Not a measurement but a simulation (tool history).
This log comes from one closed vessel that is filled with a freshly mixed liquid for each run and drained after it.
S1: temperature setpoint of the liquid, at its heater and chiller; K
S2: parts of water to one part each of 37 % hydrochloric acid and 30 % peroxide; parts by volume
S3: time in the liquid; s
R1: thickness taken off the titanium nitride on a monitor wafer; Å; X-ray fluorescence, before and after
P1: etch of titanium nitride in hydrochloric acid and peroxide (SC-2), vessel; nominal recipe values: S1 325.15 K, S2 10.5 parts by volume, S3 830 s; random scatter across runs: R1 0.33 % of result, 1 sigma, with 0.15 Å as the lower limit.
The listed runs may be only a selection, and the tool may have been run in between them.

run 1 hour=10.5 | S1=325.15 S2=10.5 S3=830 | R1=247.230
run 2 hour=16.6 | S1=325.15 S2=18.5 S3=830 | R1=151.830
run 3 hour=23.3 | S1=325.15 S2=4.0 S3=830 | R1=519.260
-- hour=27.8 new drum of peroxide connected
run 4 hour=34.3 | S1=325.15 S2=10.5 S3=55 | R1=16.265
run 5 hour=39.9 | S1=325.15 S2=10.5 S3=830 | R1=248.100
run 6 hour=50.1 | S1=334.15 S2=10.5 S3=830 | R1=443.640
run 7 hour=60.6 | S1=325.15 S2=10.5 S3=1575 | R1=471.650
run 8 hour=66.1 | S1=325.15 S2=17.0 S3=415 | R1=81.404
run 9 hour=75.6 | S1=309.15 S2=10.5 S3=140 | R1=13.722
run 10 hour=83.1 | S1=325.15 S2=10.5 S3=830 | R1=248.110
run 11 hour=89.7 | S1=325.15 S2=10.5 S3=830 | R1=248.290
run 12 hour=99.8 | S1=325.15 S2=10.5 S3=830 | R1=248.600
run 13 hour=106.9 | S1=310.15 S2=10.5 S3=830 | R1=88.160
run 14 hour=114.7 | S1=325.15 S2=10.5 S3=830 | R1=249.140
run 15 hour=125.8 | S1=325.15 S2=10.5 S3=830 | R1=248.330
run 16 hour=135.4 | S1=325.15 S2=10.5 S3=830 | R1=260.810
run 17 hour=143.1 | S1=325.15 S2=10.5 S3=830 | R1=263.640
run 18 hour=148.5 | S1=325.15 S2=10.5 S3=830 | R1=267.290
run 19 hour=159.2 | S1=325.15 S2=10.5 S3=830 | R1=268.540
run 20 hour=167.6 | S1=325.15 S2=10.5 S3=830 | R1=269.410
run 21 hour=172.6 | S1=325.15 S2=10.5 S3=830 | R1=271.960
run 22 hour=180.6 | S1=325.15 S2=10.5 S3=830 | R1=271.020
run 23 hour=187.0 | S1=325.15 S2=10.5 S3=830 | R1=270.350

The output of P1 has drifted from where it used to be. Each of the 2 causes below, taken at the size shown beside it, accounts for the log equally well:
A: liquid hotter than its thermometer reads (K) = 1.35
B: chemicals flow above the setpoint (%) = 11.2
The onset of the drift is placed at about hour 125.8.
Every other cause this tool's parts could produce, and why it does not fit the log:
peroxide weaker than its label (%): at its largest 8, which would move R1 by -7.4 %, too little to match the creep or of the wrong sign

Of the 4 check runs below, each run on 2 wafers with the results averaged and each result still a question mark, which one would tell the listed causes apart?
run check 1 hour=193.4 | S1=325.15 S2=18.5 S3=405 | R1=?
run check 2 hour=193.4 | S1=325.15 S2=16.5 S3=830 | R1=?
run check 3 hour=193.4 | S1=312.15 S2=4.5 S3=830 | R1=?
run check 4 hour=193.4 | S1=317.65 S2=10.5 S3=1390 | R1=?

Outcome of each check run for each possible cause:
check=check_1 result=R1 if_A=80.745 if_B=81.290
check=check_2 result=R1 if_A=183.370 if_B=184.390
check=check_3 result=R1 if_A=215.540 if_B=210.470
check=check_4 result=R1 if_A=275.280 if_B=274.090
Per-check spread between the two closest causes, in the result where they differ most: check 1 0.67 %; check 2 0.56 %; check 3 2.38 %; check 4 0.43 %
Check 3 distinguishes between the causes, while the remaining checks would return nearly the same result for all of them.

After running check 3, the following was obtained: R1 210.650 Å. Which cause does this point to?

The correct cause is B, namely: chemicals flow above the setpoint (%).

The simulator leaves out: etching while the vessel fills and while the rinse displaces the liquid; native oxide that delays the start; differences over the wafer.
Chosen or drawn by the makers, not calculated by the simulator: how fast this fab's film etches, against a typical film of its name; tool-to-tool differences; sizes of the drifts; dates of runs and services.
